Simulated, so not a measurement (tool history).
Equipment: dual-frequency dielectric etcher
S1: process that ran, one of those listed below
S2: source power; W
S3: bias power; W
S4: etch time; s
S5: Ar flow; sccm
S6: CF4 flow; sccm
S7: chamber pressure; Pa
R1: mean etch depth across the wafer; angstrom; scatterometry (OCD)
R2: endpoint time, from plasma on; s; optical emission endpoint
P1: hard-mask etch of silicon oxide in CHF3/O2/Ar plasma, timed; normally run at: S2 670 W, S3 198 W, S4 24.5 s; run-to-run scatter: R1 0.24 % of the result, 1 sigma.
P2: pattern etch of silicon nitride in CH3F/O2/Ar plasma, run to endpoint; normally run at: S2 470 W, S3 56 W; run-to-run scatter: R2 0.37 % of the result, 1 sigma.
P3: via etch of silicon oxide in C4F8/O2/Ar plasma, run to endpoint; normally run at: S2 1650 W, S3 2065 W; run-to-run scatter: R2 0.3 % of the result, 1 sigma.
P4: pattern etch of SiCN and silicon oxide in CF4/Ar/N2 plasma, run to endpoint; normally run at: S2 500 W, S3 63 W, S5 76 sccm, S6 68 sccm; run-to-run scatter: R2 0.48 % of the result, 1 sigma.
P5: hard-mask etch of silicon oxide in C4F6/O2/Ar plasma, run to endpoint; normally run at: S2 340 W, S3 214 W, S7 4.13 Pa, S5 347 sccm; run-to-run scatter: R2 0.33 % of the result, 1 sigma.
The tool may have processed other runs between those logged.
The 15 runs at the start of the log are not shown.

run   hour  S1    S2    S3    S4   S5  S6  S7      R1       R2
 16  199.2  P4   500    63        106  68               18.214
 17  207.4  P2   640    56                              43.642
 18  215.4  P1   670   198  14.5               304.45
 19  232.5  P1   670   198  24.5               518.27
 20  242.4  P3  1250  2065                             466.600
 21  251.3  P1   670   198  24.5               514.01
 22  265.5  P2   470    36                              56.377
 23  275.2  P1   670   254  30.0               688.40
 24  292.6  P4   500    81         76  68               16.059
 25  301.0  P1   670   251  24.5               559.05

For run 26, what comes out?
 26  310.3  P3  1650  2065                       ?

R2: 419.690 s

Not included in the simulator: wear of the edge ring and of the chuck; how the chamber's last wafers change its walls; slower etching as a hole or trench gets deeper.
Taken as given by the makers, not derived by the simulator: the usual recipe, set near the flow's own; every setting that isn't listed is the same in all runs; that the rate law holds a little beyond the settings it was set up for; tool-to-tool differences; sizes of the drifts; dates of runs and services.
